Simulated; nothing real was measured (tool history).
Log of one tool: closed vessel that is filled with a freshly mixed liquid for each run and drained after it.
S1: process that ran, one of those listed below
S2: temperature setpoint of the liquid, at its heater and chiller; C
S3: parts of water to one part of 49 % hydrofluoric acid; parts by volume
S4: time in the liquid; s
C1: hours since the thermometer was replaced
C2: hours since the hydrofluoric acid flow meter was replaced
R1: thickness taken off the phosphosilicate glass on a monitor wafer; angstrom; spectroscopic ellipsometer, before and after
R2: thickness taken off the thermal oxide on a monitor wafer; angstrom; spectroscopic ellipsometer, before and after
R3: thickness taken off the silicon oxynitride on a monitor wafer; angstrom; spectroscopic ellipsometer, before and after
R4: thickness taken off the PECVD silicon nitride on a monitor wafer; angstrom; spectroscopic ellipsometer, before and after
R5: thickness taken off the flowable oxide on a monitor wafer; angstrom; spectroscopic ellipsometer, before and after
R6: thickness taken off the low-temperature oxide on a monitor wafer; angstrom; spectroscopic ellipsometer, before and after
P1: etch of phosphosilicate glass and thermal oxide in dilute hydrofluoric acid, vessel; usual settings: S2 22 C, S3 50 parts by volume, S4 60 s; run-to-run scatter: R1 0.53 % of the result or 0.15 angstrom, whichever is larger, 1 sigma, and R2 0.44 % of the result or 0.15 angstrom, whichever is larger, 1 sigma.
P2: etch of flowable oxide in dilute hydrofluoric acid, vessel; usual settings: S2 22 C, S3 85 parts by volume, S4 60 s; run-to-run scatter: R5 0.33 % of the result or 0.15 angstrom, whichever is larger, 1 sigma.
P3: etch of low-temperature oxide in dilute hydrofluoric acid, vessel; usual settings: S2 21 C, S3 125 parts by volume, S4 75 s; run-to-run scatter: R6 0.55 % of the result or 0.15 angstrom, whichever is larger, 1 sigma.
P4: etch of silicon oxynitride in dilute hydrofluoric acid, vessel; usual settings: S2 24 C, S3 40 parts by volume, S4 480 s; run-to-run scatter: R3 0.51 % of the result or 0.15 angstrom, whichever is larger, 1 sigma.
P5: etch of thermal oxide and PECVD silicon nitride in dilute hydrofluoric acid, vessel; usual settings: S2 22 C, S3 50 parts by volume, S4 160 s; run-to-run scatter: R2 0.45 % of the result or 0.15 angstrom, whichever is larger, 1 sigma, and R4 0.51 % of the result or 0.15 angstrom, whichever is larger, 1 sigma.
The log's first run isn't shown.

run,day,S1,S2,S3,S4,C1,C2,R1,R2,R3,R4,R5,R6
2,0.638,P4,24,40,895,211.4,644.4,,,675.78,,,
3,1.017,P1,22,75,60,220.5,653.5,463.4,36.578,,,,
4,1.3,P1,26.5,50,60,227.3,660.3,848.37,67.48,,,,
5,1.779,P5,22,20,160,238.8,671.8,,378.05,,289.97,,
6,1.996,P2,22,85,60,244,677,,,,,133.69,
7,2.362,P1,18.5,50,30,252.8,685.8,312.34,24.037,,,,
8,2.704,P3,21,180,75,261,694,,,,,,56.567
9,3.175,P1,22,50,60,272.3,705.3,715.12,55.985,,,,
10,3.612,P1,22,20,60,282.8,715.8,1874.7,146,,,,
11,3.954,P2,18,85,60,291,724,,,,,113.96,
12,4.25,P3,21,125,75,298.1,731.1,,,,,,86.386
13,4.517,P1,22,80,105,304.5,737.5,754.86,59.055,,,,
14,4.95,P1,22,50,60,314.9,747.9,719.44,56.563,,,,
15,5.379,P2,22,135,60,325.2,758.2,,,,,79.44,
16,5.808,P1,22,50,60,335.5,768.5,710.37,56.342,,,,
17,6.246,P5,22,50,300,346,779,,270.94,,225.64,,
18,6.688,P2,22,85,110,356.6,789.6,,,,,246.07,
19,7.083,P4,24,40,480,366.1,799.1,,,360.76,,,
20,7.354,P1,22,50,30,372.6,805.6,354.09,28.378,,,,
21,7.633,P2,22,85,60,379.3,812.3,,,,,134.4,
22,7.858,P3,26,125,75,384.7,817.7,,,,,,104.82
23,8.262,P1,17,50,60,394.4,827.4,577.29,45.375,,,,
24,8.504,P1,22,80,85,400.2,833.2,614.67,48.328,,,,
25,8.958,P5,17,50,160,411.1,844.1,,117.27,,84.807,,
26,9.246,P5,22,50,160,418,851,,146.53,,120.59,,

Run 27 comes next. What will it give?
27,9.642,P4,24,20,480,427.5,860.5,,,?,,,

Run 27 gave R3 729.93 angstrom.
